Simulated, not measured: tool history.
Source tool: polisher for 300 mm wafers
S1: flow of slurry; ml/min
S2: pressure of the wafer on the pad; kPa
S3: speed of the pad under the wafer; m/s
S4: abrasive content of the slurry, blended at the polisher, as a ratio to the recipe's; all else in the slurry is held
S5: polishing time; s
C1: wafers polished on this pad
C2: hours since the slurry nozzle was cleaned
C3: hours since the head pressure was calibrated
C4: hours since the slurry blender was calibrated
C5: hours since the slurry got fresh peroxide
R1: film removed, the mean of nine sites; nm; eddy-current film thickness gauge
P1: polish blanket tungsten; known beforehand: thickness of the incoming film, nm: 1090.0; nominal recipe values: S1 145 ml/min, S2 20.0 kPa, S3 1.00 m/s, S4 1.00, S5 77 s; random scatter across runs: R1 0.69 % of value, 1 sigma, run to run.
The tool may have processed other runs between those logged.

run 1 hour=4.9 | S1=145 S2=20.0 S3=1.00 S4=1.00 S5=77 | C1=864 C2=184.6 C3=216.3 C4=135.4 C5=59.4 | R1=313.83
run 2 hour=12.5 | S1=145 S2=20.0 S3=1.00 S4=1.00 S5=77 | C1=919 C2=192.2 C3=223.9 C4=143.0 C5=67.0 | R1=315.54
run 3 hour=18.6 | S1=145 S2=20.0 S3=1.52 S4=1.00 S5=77 | C1=963 C2=198.3 C3=230.0 C4=149.1 C5=73.1 | R1=480.86
run 4 hour=27.3 | S1=145 S2=20.0 S3=1.00 S4=1.00 S5=120 | C1=1026 C2=207.0 C3=238.7 C4=157.8 C5=81.8 | R1=486.73
run 5 hour=35.9 | S1=145 S2=20.0 S3=1.00 S4=0.65 S5=77 | C1=1087 C2=215.6 C3=247.3 C4=166.4 C5=90.4 | R1=285.80
run 6 hour=44.6 | S1=145 S2=20.0 S3=1.00 S4=1.30 S5=77 | C1=1150 C2=224.3 C3=256.0 C4=175.1 C5=99.1 | R1=339.25
run 7 hour=49.9 | S1=145 S2=26.2 S3=1.00 S4=0.60 S5=77 | C1=1188 C2=229.6 C3=261.3 C4=180.4 C5=104.4 | R1=367.04
run 8 hour=54.6 | S1=195 S2=20.0 S3=1.00 S4=1.00 S5=77 | C1=1222 C2=234.3 C3=266.0 C4=185.1 C5=109.1 | R1=330.61
run 9 hour=59.0 | S1=145 S2=20.0 S3=1.00 S4=1.00 S5=44 | C1=1254 C2=238.7 C3=270.4 C4=189.5 C5=113.5 | R1=180.77
-- hour=62.9 worn pad replaced by a new one
run 10 hour=66.7 | S1=145 S2=29.6 S3=1.00 S4=1.00 S5=77 | C1=27 C2=246.4 C3=278.1 C4=197.2 C5=121.2 | R1=466.91
-- hour=70.1 slurry blender recalibrated
run 11 hour=72.9 | S1=145 S2=20.0 S3=1.00 S4=1.00 S5=77 | C1=72 C2=252.6 C3=284.3 C4=2.9 C5=127.4 | R1=316.58
run 12 hour=79.6 | S1=85 S2=20.0 S3=1.00 S4=1.00 S5=77 | C1=120 C2=259.3 C3=291.0 C4=9.6 C5=134.1 | R1=273.88
run 13 hour=88.1 | S1=145 S2=20.0 S3=0.66 S4=1.00 S5=77 | C1=181 C2=267.8 C3=299.5 C4=18.1 C5=142.6 | R1=207.64
run 14 hour=94.9 | S1=145 S2=9.7 S3=1.00 S4=1.00 S5=77 | C1=230 C2=274.6 C3=306.3 C4=24.9 C5=149.4 | R1=152.26
run 15 hour=101.6 | S1=145 S2=20.0 S3=1.00 S4=1.00 S5=77 | C1=278 C2=281.3 C3=313.0 C4=31.6 C5=156.1 | R1=313.59
run 16 hour=106.7 | S1=145 S2=20.0 S3=1.00 S4=1.00 S5=77 | C1=315 C2=286.4 C3=318.1 C4=36.7 C5=161.2 | R1=316.74
run 17 hour=112.6 | S1=145 S2=20.0 S3=1.00 S4=1.00 S5=77 | C1=358 C2=292.3 C3=324.0 C4=42.6 C5=167.1 | R1=314.07
run 18 hour=118.8 | S1=145 S2=20.0 S3=1.00 S4=1.00 S5=77 | C1=402 C2=298.5 C3=330.2 C4=48.8 C5=173.3 | R1=299.84
run 19 hour=123.9 | S1=145 S2=20.0 S3=1.00 S4=1.00 S5=77 | C1=439 C2=303.6 C3=335.3 C4=53.9 C5=178.4 | R1=293.26
-- hour=128.9 slurry blender recalibrated
run 20 hour=129.2 | S1=145 S2=20.0 S3=1.00 S4=1.00 S5=77 | C1=477 C2=308.9 C3=340.6 C4=0.4 C5=183.7 | R1=288.18
-- hour=129.6 worn pad replaced by a new one
-- hour=132.4 head pressure recalibrated
run 21 hour=134.1 | S1=145 S2=20.0 S3=1.00 S4=1.00 S5=77 | C1=32 C2=313.8 C3=1.8 C4=5.3 C5=188.6 | R1=285.15
run 22 hour=140.3 | S1=145 S2=20.0 S3=1.00 S4=1.00 S5=77 | C1=77 C2=320.0 C3=8.0 C4=11.5 C5=194.8 | R1=284.18
run 23 hour=147.4 | S1=145 S2=20.0 S3=1.00 S4=1.00 S5=77 | C1=128 C2=327.1 C3=15.1 C4=18.6 C5=201.9 | R1=282.34
run 24 hour=154.1 | S1=145 S2=20.0 S3=1.00 S4=1.00 S5=77 | C1=176 C2=333.8 C3=21.8 C4=25.3 C5=208.6 | R1=278.96

Compared with where it was, what P1 gives has crept away. Each cause listed below fits the log as well as the rest, at the size given for it:
A: slurry flow missing at the pad, % = 39.1
B: peroxide lost from the slurry, % = 24.9
At approximately hour 112.6, the process output began to creep.
All other causes, with the reason each is excluded:
removal rate lost through wear of the pad, %: serviced at hour 129.6, which brought nothing back
head's pressure below its setpoint, %: serviced at hour 132.4, which brought nothing back
abrasive missing from the slurry, %: serviced at hour 128.9, which brought nothing back

Which of the 4 check runs listed below separates the causes, so that each cause would produce a clearly different result? Each run uses one wafer, and its results are marked with question marks.
run check 1 hour=160.8 | S1=145 S2=20.0 S3=1.00 S4=1.20 S5=106 | R1=?
run check 2 hour=160.8 | S1=145 S2=15.9 S3=1.00 S4=1.00 S5=77 | R1=?
run check 3 hour=160.8 | S1=85 S2=20.0 S3=1.00 S4=1.00 S5=77 | R1=?
run check 4 hour=160.8 | S1=145 S2=14.5 S3=1.00 S4=1.00 S5=115 | R1=?

Expected result of each check under each candidate cause:
check=check_1 result=R1 if_A=405.23 if_B=405.29
check=check_2 result=R1 if_A=223.53 if_B=223.56
check=check_3 result=R1 if_A=233.30 if_B=249.10
check=check_4 result=R1 if_A=304.81 if_B=304.85
Gap, in per cent, between the two causes that each check separates least, read from the result that separates them most: check 1 0.01 %; check 2 0.01 %; check 3 6.55 %; check 4 0.01 %
Check 3 is the one run that separates the causes; every other check would come out nearly the same whichever cause is at work.

Then check 3 was run and gave: R1 247.97 nm. Which cause is it?

The correct cause is B, namely: peroxide lost from the slurry, %.

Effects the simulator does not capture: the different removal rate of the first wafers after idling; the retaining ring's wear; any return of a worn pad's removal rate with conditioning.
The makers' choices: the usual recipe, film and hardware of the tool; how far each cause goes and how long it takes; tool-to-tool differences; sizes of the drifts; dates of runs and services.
